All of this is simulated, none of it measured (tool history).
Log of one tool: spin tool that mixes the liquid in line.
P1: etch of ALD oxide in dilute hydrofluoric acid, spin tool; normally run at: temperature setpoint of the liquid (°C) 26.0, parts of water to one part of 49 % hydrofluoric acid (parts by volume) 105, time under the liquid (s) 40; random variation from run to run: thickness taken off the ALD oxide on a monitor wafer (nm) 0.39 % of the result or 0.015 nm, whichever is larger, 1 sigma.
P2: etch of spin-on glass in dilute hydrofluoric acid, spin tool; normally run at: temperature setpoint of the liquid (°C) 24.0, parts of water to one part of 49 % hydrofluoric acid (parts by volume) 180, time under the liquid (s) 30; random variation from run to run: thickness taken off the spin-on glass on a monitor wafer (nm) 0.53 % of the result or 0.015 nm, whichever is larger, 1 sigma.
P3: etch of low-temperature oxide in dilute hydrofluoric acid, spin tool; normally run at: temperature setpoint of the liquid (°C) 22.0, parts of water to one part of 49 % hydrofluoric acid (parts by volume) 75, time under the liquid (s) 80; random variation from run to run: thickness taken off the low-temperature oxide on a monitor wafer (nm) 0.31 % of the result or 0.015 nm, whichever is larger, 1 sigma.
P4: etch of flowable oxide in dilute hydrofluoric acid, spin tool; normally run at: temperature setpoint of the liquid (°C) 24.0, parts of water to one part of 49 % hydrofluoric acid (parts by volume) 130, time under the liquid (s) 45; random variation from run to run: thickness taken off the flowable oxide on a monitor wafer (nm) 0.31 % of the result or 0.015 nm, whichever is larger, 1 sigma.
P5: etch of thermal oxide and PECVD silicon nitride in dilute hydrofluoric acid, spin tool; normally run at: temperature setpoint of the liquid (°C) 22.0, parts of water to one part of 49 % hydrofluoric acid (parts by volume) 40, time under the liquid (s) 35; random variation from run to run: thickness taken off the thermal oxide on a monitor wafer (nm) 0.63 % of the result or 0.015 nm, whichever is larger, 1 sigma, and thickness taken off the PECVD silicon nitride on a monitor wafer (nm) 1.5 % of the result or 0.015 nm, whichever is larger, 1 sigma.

| run | hour | process that ran | temperature setpoint of the liquid (°C) | parts of water to one part of 49 % hydrofluoric acid (parts by volume) | time under the liquid (s) | hours since the thermometer was replaced | hours since the hydrofluoric acid flow meter was replaced | thickness taken off the ALD oxide on a monitor wafer (nm) | thickness taken off the thermal oxide on a monitor wafer (nm) | thickness taken off the PECVD silicon nitride on a monitor wafer (nm) | thickness taken off the spin-on glass on a monitor wafer (nm) | thickness taken off the low-temperature oxide on a monitor wafer (nm) | thickness taken off the flowable oxide on a monitor wafer (nm) |
|---|---|---|---|---|---|---|---|---|---|---|---|---|---|
| 1 | 7.0 | P1 | 26.0 | 105 | 40 | 314.9 | 657.2 | 8.9420 |  |  |  |  |  |
| 2 | 16.4 | P5 | 22.0 | 40 | 35 | 324.3 | 666.6 |  | 4.1849 | 1.4688 |  |  |  |
| 3 | 29.1 | P1 | 31.5 | 105 | 40 | 337.0 | 679.3 | 10.9970 |  |  |  |  |  |
| 4 | 35.4 | P2 | 24.0 | 180 | 30 | 343.3 | 685.6 |  |  |  | 9.2079 |  |  |
| 5 | 41.9 | P5 | 22.0 | 40 | 65 | 349.8 | 692.1 |  | 7.8321 | 2.6668 |  |  |  |
| 6 | 50.8 | P1 | 26.0 | 105 | 40 | 358.7 | 701.0 | 8.9361 |  |  |  |  |  |
| 7 | 61.7 | P2 | 24.0 | 50 | 30 | 369.6 | 711.9 |  |  |  | 38.5400 |  |  |
| 8 | 70.0 | P5 | 17.5 | 40 | 35 | 377.9 | 720.2 |  | 3.4572 | 1.0455 |  |  |  |
| 9 | 79.8 | P3 | 22.0 | 75 | 80 | 387.7 | 730.0 |  |  |  |  | 22.503 |  |
| 10 | 91.1 | P2 | 24.0 | 180 | 30 | 399.0 | 741.3 |  |  |  | 9.1446 |  |  |
| 11 | 102.1 | P3 | 22.0 | 75 | 130 | 410.0 | 752.3 |  |  |  |  | 36.841 |  |
| 12 | 109.3 | P1 | 26.0 | 175 | 80 | 417.2 | 759.5 | 9.8967 |  |  |  |  |  |
| 13 | 121.9 | P1 | 26.0 | 105 | 40 | 429.8 | 772.1 | 8.8901 |  |  |  |  |  |
| 14 | 132.3 | P1 | 26.0 | 170 | 40 | 440.2 | 782.5 | 5.1039 |  |  |  |  |  |
| 15 | 143.3 | P4 | 24.0 | 130 | 70 | 451.2 | 793.5 |  |  |  |  |  | 21.9670 |
| 16 | 153.8 | P1 | 26.0 | 105 | 60 | 461.7 | 804.0 | 13.4960 |  |  |  |  |  |
| 17 | 165.0 | P1 | 26.0 | 25 | 40 | 472.9 | 815.2 | 41.7740 |  |  |  |  |  |
| 18 | 178.9 | P1 | 26.0 | 105 | 20 | 486.8 | 829.1 | 4.4687 |  |  |  |  |  |
|  | 185.0 | thermometer replaced |
| 19 | 189.5 | P4 | 24.0 | 130 | 45 | 4.6 | 839.7 |  |  |  |  |  | 14.0790 |
| 20 | 199.1 | P1 | 26.0 | 105 | 40 | 14.2 | 849.3 | 8.9561 |  |  |  |  |  |
| 21 | 206.4 | P1 | 21.0 | 105 | 40 | 21.5 | 856.6 | 7.3550 |  |  |  |  |  |
| 22 | 217.0 | P4 | 17.0 | 130 | 45 | 32.1 | 867.2 |  |  |  |  |  | 10.7090 |
| 23 | 224.0 | P5 | 22.0 | 20 | 35 | 39.1 | 874.2 |  | 8.7329 | 2.8498 |  |  |  |
| 24 | 234.4 | P4 | 24.0 | 225 | 45 | 49.5 | 884.6 |  |  |  |  |  | 7.3003 |
| 25 | 240.9 | P5 | 22.0 | 40 | 35 | 56.0 | 891.1 |  | 4.1722 | 1.4002 |  |  |  |
| 26 | 253.6 | P1 | 26.0 | 105 | 40 | 68.7 | 903.8 | 8.9007 |  |  |  |  |  |
| 27 | 266.5 | P2 | 31.0 | 180 | 30 | 81.6 | 916.7 |  |  |  | 11.9810 |  |  |
| 28 | 278.7 | P2 | 24.0 | 180 | 60 | 93.8 | 928.9 |  |  |  | 18.2580 |  |  |
| 29 | 286.0 | P3 | 22.0 | 75 | 80 | 101.1 | 936.2 |  |  |  |  | 22.647 |  |
| 30 | 294.0 | P3 | 22.0 | 140 | 80 | 109.1 | 944.2 |  |  |  |  | 11.283 |  |
| 31 | 304.5 | P3 | 30.0 | 75 | 80 | 119.6 | 954.7 |  |  |  |  | 31.070 |  |
| 32 | 317.7 | P1 | 26.0 | 105 | 40 | 132.8 | 967.9 | 8.9121 |  |  |  |  |  |
| 33 | 326.8 | P1 | 26.0 | 105 | 40 | 141.9 | 977.0 | 9.1456 |  |  |  |  |  |
| 34 | 335.2 | P1 | 26.0 | 105 | 40 | 150.3 | 985.4 | 9.4102 |  |  |  |  |  |
| 35 | 342.5 | P1 | 26.0 | 105 | 40 | 157.6 | 992.7 | 9.4805 |  |  |  |  |  |
| 36 | 353.8 | P1 | 26.0 | 105 | 40 | 168.9 | 1004.0 | 9.5342 |  |  |  |  |  |
| 37 | 360.8 | P1 | 26.0 | 105 | 40 | 175.9 | 1011.0 | 9.5620 |  |  |  |  |  |
| 38 | 368.0 | P1 | 26.0 | 105 | 40 | 183.1 | 1018.2 | 9.5677 |  |  |  |  |  |
| 39 | 377.9 | P1 | 26.0 | 105 | 40 | 193.0 | 1028.1 | 9.5415 |  |  |  |  |  |

What P1 gives has crept away from where it was. These 2 causes fit the log equally well, each at the size given:
A: hydrofluoric acid flow above the setpoint (%) = 6.65
B: liquid hotter than its thermometer reads (K) = 1.9
The creep began at about hour 317.7.

4 check runs are offered, each on 3 wafers whose results are averaged, their results left as question marks. Which one tells the causes apart?
| check 1 | 387.8 | P4 | 17.0 | 225 | 45 |  |  |  |  |  |  |  | ? |
| check 2 | 387.8 | P5 | 22.0 | 40 | 60 |  |  |  | ? | ? |  |  |  |
| check 3 | 387.8 | P3 | 29.0 | 75 | 125 |  |  |  |  |  |  | ? |  |
| check 4 | 387.8 | P2 | 24.0 | 125 | 30 |  |  |  |  |  | ? |  |  |

What each check would give under each cause:
| check | result | if A | if B |
|---|---|---|---|
| check 1 | thickness taken off the flowable oxide on a monitor wafer (nm) | 6.0654 | 6.0472 |
| check 2 | thickness taken off the thermal oxide on a monitor wafer (nm) | 7.7070 | 7.8002 |
| check 2 | thickness taken off the PECVD silicon nitride on a monitor wafer (nm) | 2.6275 | 2.8106 |
| check 3 | thickness taken off the low-temperature oxide on a monitor wafer (nm) | 50.148 | 50.232 |
| check 4 | thickness taken off the spin-on glass on a monitor wafer (nm) | 15.2070 | 15.2010 |
How far apart the two closest causes lie, in the result that separates them most: check 1 0.3 %; check 2 6.74 %; check 3 0.17 %; check 4 0.04 %
Only check 2 tells the causes apart: in the others they would give nearly the same result.

Check 2 was then run and gave: thickness taken off the thermal oxide on a monitor wafer (nm) 7.7107; thickness taken off the PECVD silicon nitride on a monitor wafer (nm) 2.6478. Which cause is it?

It is A: hydrofluoric acid flow above the setpoint (%).
